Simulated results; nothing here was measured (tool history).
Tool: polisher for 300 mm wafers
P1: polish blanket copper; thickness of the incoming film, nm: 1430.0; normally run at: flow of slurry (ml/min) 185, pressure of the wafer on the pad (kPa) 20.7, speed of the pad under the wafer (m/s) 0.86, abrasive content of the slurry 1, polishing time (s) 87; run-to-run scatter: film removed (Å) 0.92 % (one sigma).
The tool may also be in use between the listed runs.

| run | hour | flow of slurry (ml/min) | pressure of the wafer on the pad (kPa) | speed of the pad under the wafer (m/s) | abrasive content of the slurry | polishing time (s) | wafers polished on this pad | hours since the slurry nozzle was cleaned | hours since the head pressure was calibrated | hours since the slurry blender was calibrated | film removed (Å) |
|---|---|---|---|---|---|---|---|---|---|---|---|
| 1 | 4 | 185 | 20.7 | 0.86 | 1 | 87 | 136 | 125.5 | 308.4 | 37.5 | 2373.1 |
| 2 | 6.9 | 185 | 31 | 0.86 | 1 | 87 | 160 | 128.4 | 311.3 | 40.4 | 3559.4 |
| 3 | 10 | 185 | 20.7 | 0.86 | 1.45 | 87 | 186 | 131.5 | 314.4 | 43.5 | 2543.1 |
| 4 | 12.3 | 185 | 20.7 | 0.86 | 1 | 87 | 205 | 133.8 | 316.7 | 45.8 | 2365.7 |
| 5 | 15.1 | 185 | 20.7 | 0.86 | 1 | 45 | 228 | 136.6 | 319.5 | 48.6 | 1211.8 |
| 6 | 18.4 | 185 | 20.7 | 1.22 | 1 | 87 | 256 | 139.9 | 322.8 | 51.9 | 3350.9 |
| 7 | 20.6 | 185 | 20.7 | 0.86 | 1 | 87 | 274 | 142.1 | 325 | 54.1 | 2354.6 |
| 8 | 25.5 | 185 | 20.7 | 0.86 | 1 | 87 | 315 | 147 | 329.9 | 59 | 2369.3 |
| 9 | 30.2 | 185 | 20.7 | 0.86 | 1 | 135 | 354 | 151.7 | 334.6 | 63.7 | 3709.2 |
| 10 | 32.9 | 185 | 20.7 | 0.86 | 0.7 | 87 | 376 | 154.4 | 337.3 | 66.4 | 2218.6 |
| 11 | 37.3 | 285 | 20.7 | 0.86 | 1 | 87 | 413 | 158.8 | 341.7 | 70.8 | 2485.2 |
| 12 | 41 | 110 | 20.7 | 0.86 | 1 | 87 | 443 | 162.5 | 345.4 | 74.5 | 2144.7 |
| 13 | 44.4 | 185 | 20.7 | 0.38 | 1 | 87 | 472 | 165.9 | 348.8 | 77.9 | 1019.8 |
| 14 | 49 | 185 | 14.5 | 0.86 | 1 | 87 | 510 | 170.5 | 353.4 | 82.5 | 1635.8 |
| 15 | 51.2 | 280 | 13.1 | 0.86 | 1 | 87 | 528 | 172.7 | 355.6 | 84.7 | 1570.6 |
| 16 | 53.5 | 185 | 20.7 | 0.86 | 1 | 87 | 547 | 175 | 357.9 | 87 | 2334.9 |
| 17 | 56.6 | 185 | 20.7 | 0.86 | 1 | 87 | 573 | 178.1 | 361 | 90.1 | 2383.8 |
| 18 | 59.7 | 185 | 20.7 | 0.86 | 1 | 87 | 599 | 181.2 | 364.1 | 93.2 | 2301.8 |
| 19 | 63.5 | 185 | 20.7 | 0.86 | 1 | 87 | 630 | 185 | 367.9 | 97 | 2240.6 |
| 20 | 65.7 | 185 | 20.7 | 0.86 | 1 | 87 | 648 | 187.2 | 370.1 | 99.2 | 2225.6 |
|  | 66.8 | head pressure recalibrated |
| 21 | 68.2 | 185 | 20.7 | 0.86 | 1 | 87 | 669 | 189.7 | 1.5 | 101.7 | 2196.5 |

The next listed run, before its measurement:
|  | 68.5 | slurry blender recalibrated |
| 22 | 71.2 | 185 | 20.7 | 0.86 | 1 | 87 | 694 | 192.7 | 4.5 | 2.8 | ? |

Run 22 gave film removed (Å) 2169.
